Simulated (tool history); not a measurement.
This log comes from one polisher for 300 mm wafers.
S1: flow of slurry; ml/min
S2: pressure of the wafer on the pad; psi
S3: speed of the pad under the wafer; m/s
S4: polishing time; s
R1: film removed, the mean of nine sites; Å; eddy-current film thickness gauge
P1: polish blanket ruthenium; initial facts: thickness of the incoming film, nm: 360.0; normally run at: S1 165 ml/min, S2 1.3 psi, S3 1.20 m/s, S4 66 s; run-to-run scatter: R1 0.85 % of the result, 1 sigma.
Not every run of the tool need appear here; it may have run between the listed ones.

{"run": 1, "hour": 5.5, "S1": 165, "S2": 1.3, "S3": 1.2, "S4": 66, "R1": 681.34}
{"run": 2, "hour": 11.9, "S1": 165, "S2": 1.3, "S3": 1.84, "S4": 66, "R1": 1010.5}
{"run": 3, "hour": 19.7, "S1": 165, "S2": 1.3, "S3": 1.2, "S4": 66, "R1": 673.57}
{"run": 4, "hour": 27.5, "S1": 165, "S2": 1.3, "S3": 1.2, "S4": 66, "R1": 669.05}
{"run": 5, "hour": 37.9, "S1": 215, "S2": 0.6, "S3": 1.2, "S4": 66, "R1": 320.87}
{"run": 6, "hour": 48.1, "S1": 100, "S2": 1.3, "S3": 1.2, "S4": 66, "R1": 601.15}
{"run": 7, "hour": 56.9, "S1": 165, "S2": 1.3, "S3": 1.2, "S4": 66, "R1": 676.29}
{"run": 8, "hour": 65.6, "S1": 165, "S2": 1.3, "S3": 1.2, "S4": 102, "R1": 1040.5}
{"run": 9, "hour": 70.9, "S1": 165, "S2": 1.3, "S3": 1.76, "S4": 99, "R1": 1490.1}
{"run": 10, "hour": 76.9, "S1": 165, "S2": 1.3, "S3": 1.2, "S4": 30, "R1": 306.47}
{"run": 11, "hour": 83.0, "S1": 165, "S2": 1.3, "S3": 1.2, "S4": 66, "R1": 672.69}
{"run": 12, "hour": 91.3, "S1": 165, "S2": 1.3, "S3": 1.2, "S4": 66, "R1": 678.82}
{"run": 13, "hour": 97.6, "S1": 165, "S2": 1.3, "S3": 0.84, "S4": 66, "R1": 474.98}
{"run": 14, "hour": 103.5, "S1": 100, "S2": 1.3, "S3": 1.2, "S4": 49, "R1": 448.67}
{"run": 15, "hour": 110.2, "S1": 165, "S2": 0.6, "S3": 1.2, "S4": 66, "R1": 312.27}
{"run": 16, "hour": 120.4, "S1": 215, "S2": 1.3, "S3": 1.2, "S4": 66, "R1": 696.18}

Run 17 has not been measured yet. What should we expect?
{"hour": 121.7, "done": "worn pad replaced by a new one"}
{"run": 17, "hour": 130.7, "S1": 165, "S2": 2.1, "S3": 1.2, "S4": 66, "R1": "?"}

{"run 17": {"R1": 1083.6}}
